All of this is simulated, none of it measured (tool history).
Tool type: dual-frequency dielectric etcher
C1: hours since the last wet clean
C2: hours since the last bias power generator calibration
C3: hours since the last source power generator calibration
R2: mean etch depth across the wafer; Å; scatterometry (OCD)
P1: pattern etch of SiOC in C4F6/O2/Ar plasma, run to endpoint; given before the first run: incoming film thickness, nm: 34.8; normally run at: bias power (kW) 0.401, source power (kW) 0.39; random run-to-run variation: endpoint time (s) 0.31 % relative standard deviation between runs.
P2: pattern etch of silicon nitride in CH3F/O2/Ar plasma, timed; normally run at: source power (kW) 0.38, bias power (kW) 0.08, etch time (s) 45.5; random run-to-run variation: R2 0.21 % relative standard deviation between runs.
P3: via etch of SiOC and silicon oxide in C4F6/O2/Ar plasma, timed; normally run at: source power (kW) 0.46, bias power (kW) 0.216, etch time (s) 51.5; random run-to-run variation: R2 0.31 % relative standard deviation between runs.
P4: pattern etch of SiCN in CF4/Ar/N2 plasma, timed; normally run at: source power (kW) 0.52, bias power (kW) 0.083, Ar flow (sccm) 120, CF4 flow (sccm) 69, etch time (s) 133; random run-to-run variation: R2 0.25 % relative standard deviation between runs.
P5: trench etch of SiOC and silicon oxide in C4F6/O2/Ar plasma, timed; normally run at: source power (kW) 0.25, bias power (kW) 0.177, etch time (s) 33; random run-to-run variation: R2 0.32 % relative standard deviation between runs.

{"run": 1, "hour": 5.2, "process that ran": "P1", "bias power (kW)": 0.401, "source power (kW)": 0.39, "C1": 420.4, "C2": 1311.8, "C3": 2550, "endpoint time (s)": 12.741}
{"run": 2, "hour": 14.4, "process that ran": "P4", "bias power (kW)": 0.083, "source power (kW)": 0.36, "Ar flow (sccm)": 120, "CF4 flow (sccm)": 69, "etch time (s)": 133, "C1": 429.6, "C2": 1321, "C3": 2559.2, "R2": 1008.2}
{"run": 3, "hour": 20.0, "process that ran": "P1", "bias power (kW)": 0.401, "source power (kW)": 0.23, "C1": 435.2, "C2": 1326.6, "C3": 2564.8, "endpoint time (s)": 15.568}
{"run": 4, "hour": 30.7, "process that ran": "P2", "bias power (kW)": 0.111, "source power (kW)": 0.38, "etch time (s)": 45.5, "C1": 445.9, "C2": 1337.3, "C3": 2575.5, "R2": 368.05}
{"run": 5, "hour": 41.3, "process that ran": "P1", "bias power (kW)": 0.273, "source power (kW)": 0.39, "C1": 456.5, "C2": 1347.9, "C3": 2586.1, "endpoint time (s)": 14.636}
{"run": 6, "hour": 52.3, "process that ran": "P1", "bias power (kW)": 0.401, "source power (kW)": 0.39, "C1": 467.5, "C2": 1358.9, "C3": 2597.1, "endpoint time (s)": 12.819}
{"run": 7, "hour": 64.2, "process that ran": "P5", "bias power (kW)": 0.177, "source power (kW)": 0.25, "etch time (s)": 44, "C1": 479.4, "C2": 1370.8, "C3": 2609, "R2": 734.6}
{"run": 8, "hour": 75.6, "process that ran": "P3", "bias power (kW)": 0.216, "source power (kW)": 0.46, "etch time (s)": 51.5, "C1": 490.8, "C2": 1382.2, "C3": 2620.4, "R2": 645.08}
{"run": 9, "hour": 83.5, "process that ran": "P4", "bias power (kW)": 0.083, "source power (kW)": 0.52, "Ar flow (sccm)": 120, "CF4 flow (sccm)": 96, "etch time (s)": 133, "C1": 498.7, "C2": 1390.1, "C3": 2628.3, "R2": 1465.7}
{"run": 10, "hour": 89.3, "process that ran": "P1", "bias power (kW)": 0.401, "source power (kW)": 0.39, "C1": 504.5, "C2": 1395.9, "C3": 2634.1, "endpoint time (s)": 12.752}
{"run": 11, "hour": 97.1, "process that ran": "P1", "bias power (kW)": 0.401, "source power (kW)": 0.39, "C1": 512.3, "C2": 1403.7, "C3": 2641.9, "endpoint time (s)": 12.699}
{"run": 12, "hour": 102.9, "process that ran": "P1", "bias power (kW)": 0.553, "source power (kW)": 0.47, "C1": 518.1, "C2": 1409.5, "C3": 2647.7, "endpoint time (s)": 10.629}
{"run": 13, "hour": 113.8, "process that ran": "P5", "bias power (kW)": 0.177, "source power (kW)": 0.25, "etch time (s)": 33, "C1": 529, "C2": 1420.4, "C3": 2658.6, "R2": 547.06}
{"run": 14, "hour": 120.4, "process that ran": "P4", "bias power (kW)": 0.083, "source power (kW)": 0.52, "Ar flow (sccm)": 120, "CF4 flow (sccm)": 69, "etch time (s)": 185.5, "C1": 535.6, "C2": 1427, "C3": 2665.2, "R2": 1945.9}
{"run": 15, "hour": 132.4, "process that ran": "P4", "bias power (kW)": 0.083, "source power (kW)": 0.52, "Ar flow (sccm)": 120, "CF4 flow (sccm)": 69, "etch time (s)": 133, "C1": 547.6, "C2": 1439, "C3": 2677.2, "R2": 1398.7}
{"run": 16, "hour": 139.3, "process that ran": "P2", "bias power (kW)": 0.08, "source power (kW)": 0.52, "etch time (s)": 45.5, "C1": 554.5, "C2": 1445.9, "C3": 2684.1, "R2": 367.14}
{"run": 17, "hour": 146.0, "process that ran": "P1", "bias power (kW)": 0.553, "source power (kW)": 0.39, "C1": 561.2, "C2": 1452.6, "C3": 2690.8, "endpoint time (s)": 11.402}
{"run": 18, "hour": 152.6, "process that ran": "P1", "bias power (kW)": 0.401, "source power (kW)": 0.39, "C1": 567.8, "C2": 1459.2, "C3": 2697.4, "endpoint time (s)": 12.762}
{"run": 19, "hour": 163.3, "process that ran": "P4", "bias power (kW)": 0.049, "source power (kW)": 0.52, "Ar flow (sccm)": 120, "CF4 flow (sccm)": 69, "etch time (s)": 133, "C1": 578.5, "C2": 1469.9, "C3": 2708.1, "R2": 1158.7}
{"run": 20, "hour": 169.6, "process that ran": "P1", "bias power (kW)": 0.401, "source power (kW)": 0.49, "C1": 584.8, "C2": 1476.2, "C3": 2714.4, "endpoint time (s)": 11.714}
{"run": 21, "hour": 178.5, "process that ran": "P3", "bias power (kW)": 0.216, "source power (kW)": 0.46, "etch time (s)": 51.5, "C1": 593.7, "C2": 1485.1, "C3": 2723.3, "R2": 647.88}
{"run": 22, "hour": 190.4, "process that ran": "P2", "bias power (kW)": 0.08, "source power (kW)": 0.38, "etch time (s)": 45.5, "C1": 605.6, "C2": 1497, "C3": 2735.2, "R2": 324.81}
{"run": 23, "hour": 200.4, "process that ran": "P5", "bias power (kW)": 0.217, "source power (kW)": 0.25, "etch time (s)": 33, "C1": 615.6, "C2": 1507, "C3": 2745.2, "R2": 587.06}
{"run": 24, "hour": 206.5, "process that ran": "P5", "bias power (kW)": 0.177, "source power (kW)": 0.25, "etch time (s)": 33, "C1": 621.7, "C2": 1513.1, "C3": 2751.3, "R2": 548.17}
{"run": 25, "hour": 217.1, "process that ran": "P5", "bias power (kW)": 0.177, "source power (kW)": 0.35, "etch time (s)": 33, "C1": 632.3, "C2": 1523.7, "C3": 2761.9, "R2": 622.62}
{"run": 26, "hour": 223.1, "process that ran": "P3", "bias power (kW)": 0.216, "source power (kW)": 0.46, "etch time (s)": 67, "C1": 638.3, "C2": 1529.7, "C3": 2767.9, "R2": 840.27}
{"run": 27, "hour": 230.5, "process that ran": "P4", "bias power (kW)": 0.083, "source power (kW)": 0.52, "Ar flow (sccm)": 159, "CF4 flow (sccm)": 69, "etch time (s)": 133, "C1": 645.7, "C2": 1537.1, "C3": 2775.3, "R2": 1333.5}
{"run": 28, "hour": 237.4, "process that ran": "P1", "bias power (kW)": 0.473, "source power (kW)": 0.27, "C1": 652.6, "C2": 1544, "C3": 2782.2, "endpoint time (s)": 13.75}
{"run": 29, "hour": 249.5, "process that ran": "P3", "bias power (kW)": 0.216, "source power (kW)": 0.62, "etch time (s)": 51.5, "C1": 664.7, "C2": 1556.1, "C3": 2794.3, "R2": 729.28}
{"run": 30, "hour": 255.5, "process that ran": "P3", "bias power (kW)": 0.305, "source power (kW)": 0.46, "etch time (s)": 51.5, "C1": 670.7, "C2": 1562.1, "C3": 2800.3, "R2": 727.88}
{"run": 31, "hour": 262.6, "process that ran": "P2", "bias power (kW)": 0.08, "source power (kW)": 0.38, "etch time (s)": 59.5, "C1": 677.8, "C2": 1569.2, "C3": 2807.4, "R2": 425.16}
{"run": 32, "hour": 270.5, "process that ran": "P1", "bias power (kW)": 0.401, "source power (kW)": 0.39, "C1": 685.7, "C2": 1577.1, "C3": 2815.3, "endpoint time (s)": 12.796}
{"run": 33, "hour": 275.7, "process that ran": "P1", "bias power (kW)": 0.401, "source power (kW)": 0.39, "C1": 690.9, "C2": 1582.3, "C3": 2820.5, "endpoint time (s)": 12.717}
{"run": 34, "hour": 286.0, "process that ran": "P1", "bias power (kW)": 0.401, "source power (kW)": 0.39, "C1": 701.2, "C2": 1592.6, "C3": 2830.8, "endpoint time (s)": 12.684}
{"run": 35, "hour": 291.2, "process that ran": "P1", "bias power (kW)": 0.401, "source power (kW)": 0.39, "C1": 706.4, "C2": 1597.8, "C3": 2836, "endpoint time (s)": 12.66}
{"hour": 297.0, "done": "wet clean of the chamber"}
{"run": 36, "hour": 302.9, "process that ran": "P1", "bias power (kW)": 0.401, "source power (kW)": 0.39, "C1": 5.9, "C2": 1609.5, "C3": 2847.7, "endpoint time (s)": 12.626}
{"run": 37, "hour": 308.5, "process that ran": "P1", "bias power (kW)": 0.401, "source power (kW)": 0.39, "C1": 11.5, "C2": 1615.1, "C3": 2853.3, "endpoint time (s)": 12.614}
{"run": 38, "hour": 316.0, "process that ran": "P1", "bias power (kW)": 0.401, "source power (kW)": 0.39, "C1": 19, "C2": 1622.6, "C3": 2860.8, "endpoint time (s)": 12.547}
{"run": 39, "hour": 321.8, "process that ran": "P1", "bias power (kW)": 0.401, "source power (kW)": 0.39, "C1": 24.8, "C2": 1628.4, "C3": 2866.6, "endpoint time (s)": 12.593}
{"run": 40, "hour": 331.8, "process that ran": "P1", "bias power (kW)": 0.401, "source power (kW)": 0.39, "C1": 34.8, "C2": 1638.4, "C3": 2876.6, "endpoint time (s)": 12.533}
{"run": 41, "hour": 341.2, "process that ran": "P1", "bias power (kW)": 0.401, "source power (kW)": 0.39, "C1": 44.2, "C2": 1647.8, "C3": 2886, "endpoint time (s)": 12.592}

P1 has crept away from where it was. The log is fitted equally well by each of these 2 causes, at the sizes shown:
A: bias power that arrives over what is set, % = 4.33
B: source power that arrives over what is set, % = 4.21
Onset of the creep was near hour 270.5.
What rules out each remaining cause:
chamber walls in a state that raises the etch rate, %: was serviced at hour 297, once the creep was under way, yet the earlier output never came back

Question marks stand in for the results of the 4 check runs listed below, each run on one wafer. Under which run would the listed causes show clearly different results?
{"run": "check 1", "hour": 350.6, "process that ran": "P4", "bias power (kW)": 0.05, "source power (kW)": 0.52, "Ar flow (sccm)": 120, "CF4 flow (sccm)": 69, "etch time (s)": 133, "R2": "?"}
{"run": "check 2", "hour": 350.6, "process that ran": "P2", "bias power (kW)": 0.095, "source power (kW)": 0.47, "etch time (s)": 45.5, "R2": "?"}
{"run": "check 3", "hour": 350.6, "process that ran": "P5", "bias power (kW)": 0.177, "source power (kW)": 0.29, "etch time (s)": 33, "R2": "?"}
{"run": "check 4", "hour": 350.6, "process that ran": "P3", "bias power (kW)": 0.216, "source power (kW)": 0.62, "etch time (s)": 64.5, "R2": "?"}

What every check run would give for each of its results, assuming each possible cause in turn:
check=check_1 result=R2 if_A=1183 if_B=1210.1
check=check_2 result=R2 if_A=380.83 if_B=380.89
check=check_3 result=R2 if_A=589.03 if_B=590.34
check=check_4 result=R2 if_A=922.41 if_B=924.41
Per check, the gap between the least separated pair of causes, taken in the result that splits them most: check 1 2.26 %; check 2 0.02 %; check 3 0.22 %; check 4 0.22 %
Only in check 1 would the causes give clearly different results; in the remaining checks their results would be nearly the same.

After running check 1, the following was obtained: R2 1209.5 Å. Which cause does this point to?

Of the candidate causes, it is B: source power that arrives over what is set, %.

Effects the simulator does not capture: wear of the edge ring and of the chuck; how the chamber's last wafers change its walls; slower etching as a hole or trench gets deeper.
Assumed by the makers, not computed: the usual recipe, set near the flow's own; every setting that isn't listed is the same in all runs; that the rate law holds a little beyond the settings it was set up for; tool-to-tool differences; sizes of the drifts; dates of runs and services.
